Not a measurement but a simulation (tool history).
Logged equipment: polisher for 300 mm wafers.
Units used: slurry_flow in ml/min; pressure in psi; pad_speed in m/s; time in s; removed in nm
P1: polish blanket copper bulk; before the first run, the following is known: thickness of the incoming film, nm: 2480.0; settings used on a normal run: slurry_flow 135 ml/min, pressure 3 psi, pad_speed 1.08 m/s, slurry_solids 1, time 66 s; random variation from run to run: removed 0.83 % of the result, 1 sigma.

{"run": 1, "day": 0.588, "slurry_flow": 135, "pressure": 3, "pad_speed": 1.08, "slurry_solids": 1, "time": 66, "removed": 625.66}
{"run": 2, "day": 1.275, "slurry_flow": 135, "pressure": 3, "pad_speed": 0.56, "slurry_solids": 1, "time": 66, "removed": 328.6}
{"run": 3, "day": 1.796, "slurry_flow": 135, "pressure": 3, "pad_speed": 1.08, "slurry_solids": 1, "time": 66, "removed": 638.71}
{"run": 4, "day": 2.346, "slurry_flow": 135, "pressure": 3, "pad_speed": 1.08, "slurry_solids": 1, "time": 88, "removed": 846.38}
{"run": 5, "day": 2.904, "slurry_flow": 135, "pressure": 3, "pad_speed": 1.08, "slurry_solids": 1, "time": 66, "removed": 623.86}
{"run": 6, "day": 3.262, "slurry_flow": 135, "pressure": 4.1, "pad_speed": 1.08, "slurry_solids": 1, "time": 66, "removed": 858.84}
{"run": 7, "day": 3.758, "slurry_flow": 135, "pressure": 3, "pad_speed": 1.08, "slurry_solids": 1.3, "time": 66, "removed": 666.37}
{"run": 8, "day": 4.442, "slurry_flow": 135, "pressure": 1.4, "pad_speed": 1.08, "slurry_solids": 1, "time": 66, "removed": 295.68}
{"run": 9, "day": 4.862, "slurry_flow": 80, "pressure": 3, "pad_speed": 1.08, "slurry_solids": 1, "time": 66, "removed": 557.27}
{"run": 10, "day": 5.554, "slurry_flow": 80, "pressure": 4.4, "pad_speed": 1.08, "slurry_solids": 1, "time": 66, "removed": 807.86}
{"run": 11, "day": 5.962, "slurry_flow": 135, "pressure": 3, "pad_speed": 1.08, "slurry_solids": 1, "time": 33, "removed": 315.33}
{"run": 12, "day": 6.579, "slurry_flow": 135, "pressure": 3, "pad_speed": 1.08, "slurry_solids": 1, "time": 66, "removed": 622.73}
{"run": 13, "day": 6.929, "slurry_flow": 135, "pressure": 3, "pad_speed": 1.08, "slurry_solids": 0.55, "time": 66, "removed": 558.65}
{"run": 14, "day": 7.438, "slurry_flow": 135, "pressure": 3, "pad_speed": 1.08, "slurry_solids": 1, "time": 66, "removed": 636.79}
{"run": 15, "day": 8.079, "slurry_flow": 135, "pressure": 3, "pad_speed": 1.52, "slurry_solids": 1, "time": 66, "removed": 893.11}
{"run": 16, "day": 8.533, "slurry_flow": 205, "pressure": 3, "pad_speed": 1.08, "slurry_solids": 1, "time": 66, "removed": 683.94}
{"run": 17, "day": 9.154, "slurry_flow": 135, "pressure": 3, "pad_speed": 1.08, "slurry_solids": 1, "time": 66, "removed": 632.58}
{"run": 18, "day": 9.792, "slurry_flow": 135, "pressure": 3, "pad_speed": 1.08, "slurry_solids": 1, "time": 66, "removed": 614.24}
{"run": 19, "day": 10.221, "slurry_flow": 135, "pressure": 3, "pad_speed": 1.08, "slurry_solids": 1, "time": 66, "removed": 608.3}
{"run": 20, "day": 10.812, "slurry_flow": 135, "pressure": 3, "pad_speed": 1.08, "slurry_solids": 1, "time": 66, "removed": 593.6}
{"run": 21, "day": 11.175, "slurry_flow": 135, "pressure": 3, "pad_speed": 1.08, "slurry_solids": 1, "time": 66, "removed": 585.83}
{"run": 22, "day": 11.6, "slurry_flow": 135, "pressure": 3, "pad_speed": 1.08, "slurry_solids": 1, "time": 66, "removed": 585.22}
{"day": 11.804, "done": "worn pad replaced by a new one"}
{"run": 23, "day": 12.317, "slurry_flow": 135, "pressure": 3, "pad_speed": 1.08, "slurry_solids": 1, "time": 66, "removed": 584.17}
{"day": 12.412, "done": "head pressure recalibrated"}
{"run": 24, "day": 12.892, "slurry_flow": 135, "pressure": 3, "pad_speed": 1.08, "slurry_solids": 1, "time": 66, "removed": 577.17}
{"run": 25, "day": 13.533, "slurry_flow": 135, "pressure": 3, "pad_speed": 1.08, "slurry_solids": 1, "time": 66, "removed": 578.39}
{"run": 26, "day": 14.108, "slurry_flow": 135, "pressure": 3, "pad_speed": 1.08, "slurry_solids": 1, "time": 66, "removed": 583.76}
{"run": 27, "day": 14.525, "slurry_flow": 135, "pressure": 3, "pad_speed": 1.08, "slurry_solids": 1, "time": 66, "removed": 572.98}

The output of P1 has drifted from where it used to be. Each of the 2 causes below, taken at the size shown beside it, accounts for the log equally well:
A: abrasive missing from the slurry, % = 34.1
B: slurry flow missing at the pad, % = 31.8
The process output started creeping at around day 9.154.
Every other cause this tool's parts could produce, and why it does not fit the log:
removal rate lost through wear of the pad, %: maintenance at day 11.804, after the shift began, did not return the process to its former output
head's pressure below its setpoint, %: maintenance at day 12.412, after the shift began, did not return the process to its former output

The list below offers 4 check runs, each averaging the results of 2 wafers, and shows each result as a question mark. For which of them would the listed causes give clearly different results?
{"run": "check 1", "day": 14.942, "slurry_flow": 85, "pressure": 3, "pad_speed": 1.08, "slurry_solids": 1, "time": 40, "removed": "?"}
{"run": "check 2", "day": 14.942, "slurry_flow": 135, "pressure": 1.4, "pad_speed": 1.08, "slurry_solids": 1, "time": 66, "removed": "?"}
{"run": "check 3", "day": 14.942, "slurry_flow": 135, "pressure": 3, "pad_speed": 1.08, "slurry_solids": 0.75, "time": 33, "removed": "?"}
{"run": "check 4", "day": 14.942, "slurry_flow": 135, "pressure": 3, "pad_speed": 0.6, "slurry_solids": 0.55, "time": 66, "removed": "?"}

What each check would give under each cause:
check=check_1 result=removed if_A=313.74 if_B=300.61
check=check_2 result=removed if_A=269.52 if_B=269.49
check=check_3 result=removed if_A=272.65 if_B=271.77
check=check_4 result=removed if_A=285.47 if_B=283.56
Per check, the gap between the least separated pair of causes, taken in the result that splits them most: check 1 4.28 %; check 2 0.01 %; check 3 0.32 %; check 4 0.67 %
The other checks would show nearly matching results whichever cause is true, so check 1 is the only one that separates the causes.

After running check 1, the following was obtained: removed 302.27 nm. Which cause does this point to?

It was cause B: slurry flow missing at the pad, %.
